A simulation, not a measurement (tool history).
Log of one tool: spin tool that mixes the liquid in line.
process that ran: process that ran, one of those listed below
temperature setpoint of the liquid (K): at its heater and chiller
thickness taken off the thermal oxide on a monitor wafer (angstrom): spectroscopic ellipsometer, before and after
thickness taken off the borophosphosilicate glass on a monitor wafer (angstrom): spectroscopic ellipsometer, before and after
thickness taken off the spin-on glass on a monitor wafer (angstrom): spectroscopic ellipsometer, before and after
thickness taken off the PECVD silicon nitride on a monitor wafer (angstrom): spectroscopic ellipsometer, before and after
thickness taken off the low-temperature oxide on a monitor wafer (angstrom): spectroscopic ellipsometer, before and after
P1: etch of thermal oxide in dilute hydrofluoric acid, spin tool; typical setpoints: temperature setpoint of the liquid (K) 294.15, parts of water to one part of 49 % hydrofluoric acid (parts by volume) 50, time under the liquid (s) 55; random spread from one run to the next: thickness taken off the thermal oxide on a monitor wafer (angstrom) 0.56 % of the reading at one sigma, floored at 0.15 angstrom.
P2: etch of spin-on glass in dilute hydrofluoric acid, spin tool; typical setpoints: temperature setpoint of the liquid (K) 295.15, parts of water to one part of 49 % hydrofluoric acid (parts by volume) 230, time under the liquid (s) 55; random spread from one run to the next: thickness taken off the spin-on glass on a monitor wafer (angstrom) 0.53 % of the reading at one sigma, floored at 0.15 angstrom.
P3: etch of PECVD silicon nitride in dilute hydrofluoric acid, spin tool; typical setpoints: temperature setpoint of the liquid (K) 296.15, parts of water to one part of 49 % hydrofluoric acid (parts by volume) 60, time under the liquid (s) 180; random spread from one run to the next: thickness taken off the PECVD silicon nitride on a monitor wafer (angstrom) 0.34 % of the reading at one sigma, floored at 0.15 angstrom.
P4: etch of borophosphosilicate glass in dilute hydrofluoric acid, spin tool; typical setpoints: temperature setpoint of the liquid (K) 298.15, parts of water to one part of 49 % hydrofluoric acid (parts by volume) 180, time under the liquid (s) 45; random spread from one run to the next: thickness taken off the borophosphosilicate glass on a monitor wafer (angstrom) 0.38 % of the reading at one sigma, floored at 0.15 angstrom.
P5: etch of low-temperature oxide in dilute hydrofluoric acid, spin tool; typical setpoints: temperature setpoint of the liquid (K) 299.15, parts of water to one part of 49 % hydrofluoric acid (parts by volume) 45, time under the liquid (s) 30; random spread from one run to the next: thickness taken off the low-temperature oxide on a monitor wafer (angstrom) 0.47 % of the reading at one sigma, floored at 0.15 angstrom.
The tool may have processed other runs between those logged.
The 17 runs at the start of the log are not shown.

run   hour  process that ran  temperature setpoint of the liquid (K)  parts of water to one part of 49 % hydrofluoric acid (parts by volume)  time under the liquid (s)  hours since the thermometer was replaced  hours since the hydrofluoric acid flow meter was replaced  thickness taken off the thermal oxide on a monitor wafer (angstrom)  thickness taken off the borophosphosilicate glass on a monitor wafer (angstrom)  thickness taken off the spin-on glass on a monitor wafer (angstrom)  thickness taken off the PECVD silicon nitride on a monitor wafer (angstrom)  thickness taken off the low-temperature oxide on a monitor wafer (angstrom)
 18  195.2                P3                                  296.15                                                                      60                         15                                     121.1                                                     1188.9                                                                                                                                                                                                                                                                                                   13.02
 19  206.3                P2                                  295.15                                                                     230                         55                                     132.2                                                     1200.0                                                                                                                                                                                                                     87.984
 20  213.6                P5                                  305.65                                                                      45                         30                                     139.5                                                     1207.3                                                                                                                                                                                                                                                                                                                                                                               262.56
 21  225.8                P1                                  294.15                                                                      50                         55                                     151.7                                                     1219.5                                                               49.583
 22  232.9                P3                                  292.15                                                                      60                        180                                     158.8                                                     1226.6                                                                                                                                                                                                                                                                                                  118.10
 23  243.4                P1                                  294.15                                                                      50                         95                                     169.3                                                     1237.1                                                               85.976
 24  255.5                P1                                  294.15                                                                      50                         55                                     181.4                                                     1249.2                                                               49.456
 25  269.0                P5                                  299.15                                                                      20                         30                                     194.9                                                     1262.7                                                                                                                                                                                                                                                                                                                                                                               472.18
 26  276.6                P4                                  298.15                                                                      50                         45                                     202.5                                                     1270.3                                                                                                                                               624.490
 27  291.2                P1                                  294.15                                                                      20                         55                                     217.1                                                     1284.9                                                              128.570
 28  300.6                P3                                  296.15                                                                      60                        180                                     226.5                                                     1294.3                                                                                                                                                                                                                                                                                                  155.15
 29  312.2                P1                                  294.15                                                                      50                         55                                     238.1                                                     1305.9                                                               49.899
 30  326.1                P1                                  294.15                                                                      50                         55                                     252.0                                                     1319.8                                                               48.058
 31  340.4                P1                                  294.15                                                                      50                         55                                     266.3                                                     1334.1                                                               47.310
 32  347.6                P1                                  294.15                                                                      50                         55                                     273.5                                                     1341.3                                                               47.471
 33  360.3                P1                                  294.15                                                                      50                         55                                     286.2                                                     1354.0                                                               46.403

Estimate the outcome of run 34 from the log above:
 34  367.6                P1                                  294.15                                                                      50                         55                                     293.5                                                     1361.3                                                                    ?

{"run 34": {"thickness taken off the thermal oxide on a monitor wafer (angstrom)": 46.753}}
